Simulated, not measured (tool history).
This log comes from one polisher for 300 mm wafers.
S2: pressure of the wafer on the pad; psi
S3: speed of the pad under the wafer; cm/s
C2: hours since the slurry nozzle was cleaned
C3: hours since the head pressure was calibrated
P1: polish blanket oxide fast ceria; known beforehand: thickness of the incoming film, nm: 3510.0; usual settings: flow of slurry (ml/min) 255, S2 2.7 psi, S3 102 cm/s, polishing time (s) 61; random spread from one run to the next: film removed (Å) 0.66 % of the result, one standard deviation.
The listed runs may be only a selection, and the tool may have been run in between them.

run 1 hour=5.8 | flow_of_slurry_(ml/min)=255 S2=2.7 S3=102 polishing_time_(s)=61 | wafers_polished_on_this_pad=521 C2=103.7 C3=463.2 | film_removed_(Å)=11129
run 2 hour=11.4 | flow_of_slurry_(ml/min)=255 S2=4.2 S3=102 polishing_time_(s)=61 | wafers_polished_on_this_pad=564 C2=109.3 C3=468.8 | film_removed_(Å)=17778
run 3 hour=16 | flow_of_slurry_(ml/min)=255 S2=2.7 S3=102 polishing_time_(s)=93 | wafers_polished_on_this_pad=599 C2=113.9 C3=473.4 | film_removed_(Å)=17102
run 4 hour=19.7 | flow_of_slurry_(ml/min)=255 S2=1.9 S3=102 polishing_time_(s)=61 | wafers_polished_on_this_pad=628 C2=117.6 C3=477.1 | film_removed_(Å)=7949.6
run 5 hour=24 | flow_of_slurry_(ml/min)=255 S2=2.7 S3=102 polishing_time_(s)=61 | wafers_polished_on_this_pad=661 C2=121.9 C3=481.4 | film_removed_(Å)=11293
run 6 hour=29.8 | flow_of_slurry_(ml/min)=255 S2=2.7 S3=102 polishing_time_(s)=61 | wafers_polished_on_this_pad=705 C2=127.7 C3=487.2 | film_removed_(Å)=11316
run 7 hour=35.4 | flow_of_slurry_(ml/min)=255 S2=2.7 S3=102 polishing_time_(s)=61 | wafers_polished_on_this_pad=748 C2=133.3 C3=492.8 | film_removed_(Å)=11410
run 8 hour=41.9 | flow_of_slurry_(ml/min)=255 S2=2.7 S3=102 polishing_time_(s)=61 | wafers_polished_on_this_pad=798 C2=139.8 C3=499.3 | film_removed_(Å)=11478
run 9 hour=45.6 | flow_of_slurry_(ml/min)=255 S2=2.7 S3=134 polishing_time_(s)=39 | wafers_polished_on_this_pad=827 C2=143.5 C3=503 | film_removed_(Å)=9566.8
run 10 hour=52 | flow_of_slurry_(ml/min)=255 S2=2.7 S3=102 polishing_time_(s)=29 | wafers_polished_on_this_pad=876 C2=149.9 C3=509.4 | film_removed_(Å)=5408.4
run 11 hour=56.1 | flow_of_slurry_(ml/min)=255 S2=2.7 S3=154 polishing_time_(s)=61 | wafers_polished_on_this_pad=908 C2=154 C3=513.5 | film_removed_(Å)=16904
run 12 hour=60.2 | flow_of_slurry_(ml/min)=255 S2=2.7 S3=46 polishing_time_(s)=61 | wafers_polished_on_this_pad=939 C2=158.1 C3=517.6 | film_removed_(Å)=5046
run 13 hour=66.7 | flow_of_slurry_(ml/min)=155 S2=2.7 S3=102 polishing_time_(s)=61 | wafers_polished_on_this_pad=989 C2=164.6 C3=524.1 | film_removed_(Å)=10607
run 14 hour=71.1 | flow_of_slurry_(ml/min)=370 S2=2.7 S3=102 polishing_time_(s)=61 | wafers_polished_on_this_pad=1023 C2=169 C3=528.5 | film_removed_(Å)=11636
run 15 hour=74.3 | flow_of_slurry_(ml/min)=255 S2=2.7 S3=102 polishing_time_(s)=61 | wafers_polished_on_this_pad=1048 C2=172.2 C3=531.7 | film_removed_(Å)=11293
run 16 hour=80.6 | flow_of_slurry_(ml/min)=315 S2=3.6 S3=102 polishing_time_(s)=61 | wafers_polished_on_this_pad=1096 C2=178.5 C3=538 | film_removed_(Å)=15424
run 17 hour=83.7 | flow_of_slurry_(ml/min)=255 S2=2.7 S3=102 polishing_time_(s)=61 | wafers_polished_on_this_pad=1120 C2=181.6 C3=541.1 | film_removed_(Å)=11243
run 18 hour=86.9 | flow_of_slurry_(ml/min)=255 S2=2.7 S3=102 polishing_time_(s)=61 | wafers_polished_on_this_pad=1145 C2=184.8 C3=544.3 | film_removed_(Å)=11238
run 19 hour=92.8 | flow_of_slurry_(ml/min)=255 S2=2.7 S3=102 polishing_time_(s)=61 | wafers_polished_on_this_pad=1190 C2=190.7 C3=550.2 | film_removed_(Å)=11107
run 20 hour=99.3 | flow_of_slurry_(ml/min)=255 S2=2.7 S3=102 polishing_time_(s)=61 | wafers_polished_on_this_pad=1240 C2=197.2 C3=556.7 | film_removed_(Å)=10986
run 21 hour=102.5 | flow_of_slurry_(ml/min)=255 S2=2.7 S3=102 polishing_time_(s)=61 | wafers_polished_on_this_pad=1265 C2=200.4 C3=559.9 | film_removed_(Å)=10954

Run 22 is up next; what results do you expect?
run 22 hour=105.5 | flow_of_slurry_(ml/min)=255 S2=2.7 S3=102 polishing_time_(s)=61 | wafers_polished_on_this_pad=1288 C2=203.4 C3=562.9 | film_removed_(Å)=?

film removed (Å): 10828
